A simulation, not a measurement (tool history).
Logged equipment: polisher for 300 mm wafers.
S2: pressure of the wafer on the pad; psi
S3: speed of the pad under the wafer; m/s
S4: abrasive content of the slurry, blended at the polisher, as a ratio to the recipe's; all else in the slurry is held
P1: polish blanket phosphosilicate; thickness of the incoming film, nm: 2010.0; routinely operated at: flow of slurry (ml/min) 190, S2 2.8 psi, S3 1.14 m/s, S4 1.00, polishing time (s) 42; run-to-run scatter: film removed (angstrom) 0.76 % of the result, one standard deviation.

run 1 hour=12.5 | flow_of_slurry_(ml/min)=190 S2=2.8 S3=1.14 S4=1.00 polishing_time_(s)=42 | film_removed_(angstrom)=2812.5
run 2 hour=19.8 | flow_of_slurry_(ml/min)=190 S2=2.8 S3=0.52 S4=1.00 polishing_time_(s)=42 | film_removed_(angstrom)=1518.4
run 3 hour=32.1 | flow_of_slurry_(ml/min)=190 S2=2.8 S3=1.14 S4=1.00 polishing_time_(s)=42 | film_removed_(angstrom)=2835.0
run 4 hour=42.6 | flow_of_slurry_(ml/min)=190 S2=2.8 S3=1.14 S4=1.00 polishing_time_(s)=42 | film_removed_(angstrom)=2796.4
run 5 hour=54.4 | flow_of_slurry_(ml/min)=115 S2=2.8 S3=1.14 S4=1.00 polishing_time_(s)=42 | film_removed_(angstrom)=2563.2
-- hour=62.9 slurry blender recalibrated
run 6 hour=63.7 | flow_of_slurry_(ml/min)=190 S2=1.5 S3=1.14 S4=1.00 polishing_time_(s)=42 | film_removed_(angstrom)=1519.8
-- hour=66.0 conditioning disc replaced and pad reconditioned
run 7 hour=75.6 | flow_of_slurry_(ml/min)=190 S2=2.8 S3=1.60 S4=0.60 polishing_time_(s)=42 | film_removed_(angstrom)=2849.0
run 8 hour=86.6 | flow_of_slurry_(ml/min)=285 S2=2.8 S3=1.14 S4=1.00 polishing_time_(s)=42 | film_removed_(angstrom)=2933.3
run 9 hour=96.6 | flow_of_slurry_(ml/min)=190 S2=2.8 S3=1.14 S4=1.00 polishing_time_(s)=42 | film_removed_(angstrom)=2844.7
run 10 hour=108.2 | flow_of_slurry_(ml/min)=190 S2=2.8 S3=1.14 S4=1.00 polishing_time_(s)=42 | film_removed_(angstrom)=2790.6
run 11 hour=120.6 | flow_of_slurry_(ml/min)=190 S2=2.8 S3=1.14 S4=0.50 polishing_time_(s)=42 | film_removed_(angstrom)=1921.9
run 12 hour=127.9 | flow_of_slurry_(ml/min)=190 S2=2.8 S3=1.14 S4=1.35 polishing_time_(s)=42 | film_removed_(angstrom)=3159.8
run 13 hour=133.9 | flow_of_slurry_(ml/min)=190 S2=2.8 S3=1.14 S4=1.00 polishing_time_(s)=24 | film_removed_(angstrom)=1617.5
run 14 hour=139.8 | flow_of_slurry_(ml/min)=190 S2=2.8 S3=1.48 S4=1.00 polishing_time_(s)=42 | film_removed_(angstrom)=3477.7
run 15 hour=146.7 | flow_of_slurry_(ml/min)=190 S2=2.8 S3=1.14 S4=1.00 polishing_time_(s)=66 | film_removed_(angstrom)=4421.2
-- hour=152.2 worn pad replaced by a new one
run 16 hour=152.4 | flow_of_slurry_(ml/min)=190 S2=2.8 S3=1.14 S4=1.00 polishing_time_(s)=42 | film_removed_(angstrom)=2806.4
run 17 hour=158.4 | flow_of_slurry_(ml/min)=190 S2=4.1 S3=1.14 S4=1.00 polishing_time_(s)=42 | film_removed_(angstrom)=4040.2
run 18 hour=170.8 | flow_of_slurry_(ml/min)=190 S2=2.8 S3=1.14 S4=1.00 polishing_time_(s)=42 | film_removed_(angstrom)=2798.2
run 19 hour=176.7 | flow_of_slurry_(ml/min)=190 S2=2.8 S3=1.14 S4=1.00 polishing_time_(s)=42 | film_removed_(angstrom)=2709.1
run 20 hour=187.7 | flow_of_slurry_(ml/min)=190 S2=2.8 S3=1.14 S4=1.00 polishing_time_(s)=42 | film_removed_(angstrom)=2602.6

Run 21 is up next; what results do you expect?
run 21 hour=196.7 | flow_of_slurry_(ml/min)=190 S2=2.8 S3=1.14 S4=1.00 polishing_time_(s)=42 | film_removed_(angstrom)=?

film removed (angstrom): 2589.4
